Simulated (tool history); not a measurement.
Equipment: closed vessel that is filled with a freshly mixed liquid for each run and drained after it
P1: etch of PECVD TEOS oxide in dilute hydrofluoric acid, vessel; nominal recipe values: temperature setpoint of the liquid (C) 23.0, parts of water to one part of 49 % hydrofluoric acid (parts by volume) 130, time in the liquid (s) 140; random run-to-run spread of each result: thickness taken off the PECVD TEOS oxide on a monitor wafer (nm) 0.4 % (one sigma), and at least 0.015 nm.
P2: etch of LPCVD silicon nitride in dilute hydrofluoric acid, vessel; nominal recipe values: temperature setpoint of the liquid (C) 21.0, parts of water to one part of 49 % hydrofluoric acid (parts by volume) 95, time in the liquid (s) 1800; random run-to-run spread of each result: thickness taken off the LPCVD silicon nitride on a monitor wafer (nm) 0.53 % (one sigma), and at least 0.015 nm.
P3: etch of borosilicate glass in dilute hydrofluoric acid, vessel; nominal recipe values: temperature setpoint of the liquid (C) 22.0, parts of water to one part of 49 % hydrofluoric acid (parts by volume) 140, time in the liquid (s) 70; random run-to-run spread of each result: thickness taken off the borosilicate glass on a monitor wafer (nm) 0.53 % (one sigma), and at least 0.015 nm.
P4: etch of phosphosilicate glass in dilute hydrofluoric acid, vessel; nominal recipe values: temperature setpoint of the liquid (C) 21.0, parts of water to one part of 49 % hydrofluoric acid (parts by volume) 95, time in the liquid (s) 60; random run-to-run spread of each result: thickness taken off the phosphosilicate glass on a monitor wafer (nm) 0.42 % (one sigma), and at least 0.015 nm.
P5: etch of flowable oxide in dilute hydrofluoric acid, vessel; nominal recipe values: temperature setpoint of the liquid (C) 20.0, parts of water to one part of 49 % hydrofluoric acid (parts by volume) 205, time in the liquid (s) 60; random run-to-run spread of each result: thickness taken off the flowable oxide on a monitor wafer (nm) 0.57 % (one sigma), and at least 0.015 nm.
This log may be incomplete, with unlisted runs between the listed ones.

| run | hour | process that ran | temperature setpoint of the liquid (C) | parts of water to one part of 49 % hydrofluoric acid (parts by volume) | time in the liquid (s) | thickness taken off the PECVD TEOS oxide on a monitor wafer (nm) | thickness taken off the borosilicate glass on a monitor wafer (nm) | thickness taken off the flowable oxide on a monitor wafer (nm) | thickness taken off the LPCVD silicon nitride on a monitor wafer (nm) | thickness taken off the phosphosilicate glass on a monitor wafer (nm) |
|---|---|---|---|---|---|---|---|---|---|---|
| 1 | 8.9 | P1 | 23.0 | 130 | 140 | 23.7090 |  |  |  |  |
| 2 | 17.2 | P3 | 22.0 | 140 | 70 |  | 22.4930 |  |  |  |
| 3 | 27.5 | P5 | 17.0 | 205 | 60 |  |  | 8.6920 |  |  |
| 4 | 33.4 | P1 | 23.0 | 130 | 140 | 23.6770 |  |  |  |  |
| 5 | 38.6 | P1 | 29.0 | 130 | 140 | 29.6530 |  |  |  |  |
| 6 | 44.6 | P1 | 23.0 | 130 | 30 | 5.0896 |  |  |  |  |
| 7 | 52.2 | P5 | 20.0 | 205 | 60 |  |  | 9.6448 |  |  |
| 8 | 60.0 | P5 | 20.0 | 205 | 105 |  |  | 16.9420 |  |  |
| 9 | 66.3 | P2 | 21.0 | 95 | 705 |  |  |  | 2.7473 |  |
| 10 | 75.6 | P1 | 23.0 | 130 | 140 | 23.5180 |  |  |  |  |
| 11 | 81.3 | P1 | 23.0 | 130 | 140 | 23.6150 |  |  |  |  |
| 12 | 88.0 | P1 | 23.0 | 130 | 210 | 35.4550 |  |  |  |  |
| 13 | 93.2 | P1 | 23.0 | 220 | 140 | 12.7800 |  |  |  |  |
| 14 | 100.3 | P2 | 17.0 | 95 | 1800 |  |  |  | 5.3245 |  |
| 15 | 108.9 | P3 | 28.5 | 140 | 70 |  | 28.4920 |  |  |  |
| 16 | 116.5 | P2 | 21.0 | 20 | 1800 |  |  |  | 31.6620 |  |
| 17 | 121.7 | P2 | 21.0 | 95 | 1800 |  |  |  | 7.0109 |  |
| 18 | 132.4 | P5 | 20.0 | 205 | 60 |  |  | 9.7216 |  |  |
| 19 | 142.0 | P1 | 23.0 | 130 | 140 | 23.6770 |  |  |  |  |
| 20 | 146.8 | P4 | 21.0 | 95 | 30 |  |  |  |  | 42.735 |
| 21 | 154.2 | P1 | 23.0 | 130 | 140 | 23.6560 |  |  |  |  |
| 22 | 163.7 | P1 | 17.0 | 130 | 30 | 3.9983 |  |  |  |  |
| 23 | 174.4 | P3 | 22.0 | 140 | 30 |  | 9.5789 |  |  |  |
| 24 | 182.4 | P1 | 23.0 | 60 | 140 | 55.9090 |  |  |  |  |
| 25 | 187.4 | P3 | 22.0 | 225 | 70 |  | 12.7980 |  |  |  |
| 26 | 197.3 | P1 | 17.0 | 55 | 140 | 47.2320 |  |  |  |  |
| 27 | 206.7 | P4 | 21.0 | 95 | 60 |  |  |  |  | 85.797 |
| 28 | 213.7 | P5 | 20.0 | 290 | 60 |  |  | 6.2746 |  |  |
| 29 | 219.8 | P3 | 22.0 | 140 | 70 |  | 22.2730 |  |  |  |
| 30 | 224.7 | P4 | 17.0 | 95 | 60 |  |  |  |  | 72.452 |
|  | 226.0 | hydrofluoric acid flow meter replaced |
| 31 | 233.0 | P4 | 21.0 | 60 | 60 |  |  |  |  | 140.990 |
| 32 | 240.5 | P1 | 17.0 | 130 | 140 | 18.5950 |  |  |  |  |
| 33 | 248.1 | P2 | 21.0 | 95 | 1800 |  |  |  | 7.0163 |  |
| 34 | 255.2 | P1 | 23.0 | 130 | 140 | 23.7080 |  |  |  |  |
| 35 | 265.8 | P1 | 23.0 | 130 | 140 | 23.0180 |  |  |  |  |
| 36 | 274.0 | P1 | 23.0 | 130 | 140 | 22.7330 |  |  |  |  |
| 37 | 284.4 | P1 | 23.0 | 130 | 140 | 22.4690 |  |  |  |  |
| 38 | 294.3 | P1 | 23.0 | 130 | 140 | 22.3770 |  |  |  |  |
| 39 | 299.6 | P1 | 23.0 | 130 | 140 | 22.2950 |  |  |  |  |
| 40 | 305.3 | P1 | 23.0 | 130 | 140 | 22.2450 |  |  |  |  |
| 41 | 311.8 | P1 | 23.0 | 130 | 140 | 22.1770 |  |  |  |  |
| 42 | 322.1 | P1 | 23.0 | 130 | 140 | 22.2500 |  |  |  |  |
| 43 | 327.2 | P1 | 23.0 | 130 | 140 | 22.1740 |  |  |  |  |
| 44 | 336.2 | P1 | 23.0 | 130 | 140 | 22.1400 |  |  |  |  |

Compared with where it was, what P1 gives has crept away. Each cause listed below fits the log as well as the rest, at the size given for it:
A: liquid colder than its thermometer reads (K) = 1.68
B: hydrofluoric acid flow below the setpoint (%) = 5.59
The drift started at roughly hour 255.2.

Listed below are the offered check runs, one wafer per run, with question marks in place of results. For which of them would the causes give clearly different outcomes?
| check 1 | 345.2 | P5 | 20.0 | 205 | 60 |  |  | ? |  |  |
| check 2 | 345.2 | P4 | 21.0 | 95 | 60 |  |  |  |  | ? |
| check 3 | 345.2 | P3 | 22.0 | 140 | 70 |  | ? |  |  |  |
| check 4 | 345.2 | P2 | 21.0 | 95 | 1800 |  |  |  | ? |  |

What every check run would give for each of its results, assuming each possible cause in turn:
| check | result | if A | if B |
|---|---|---|---|
| check 1 | thickness taken off the flowable oxide on a monitor wafer (nm) | 9.1062 | 9.0696 |
| check 2 | thickness taken off the phosphosilicate glass on a monitor wafer (nm) | 80.080 | 80.499 |
| check 3 | thickness taken off the borosilicate glass on a monitor wafer (nm) | 20.8630 | 20.8600 |
| check 4 | thickness taken off the LPCVD silicon nitride on a monitor wafer (nm) | 6.2511 | 6.6257 |
Distance between the nearest two causes, measured in the result of the check that separates them most: check 1 0.4 %; check 2 0.52 %; check 3 0.01 %; check 4 5.82 %
Check 4 is the one run that separates the causes; every other check would come out nearly the same whichever cause is at work.

The results of check 4 are: thickness taken off the LPCVD silicon nitride on a monitor wafer (nm) 6.2367. Based on these, which of the listed causes is it?

The correct cause is A, namely: liquid colder than its thermometer reads (K).
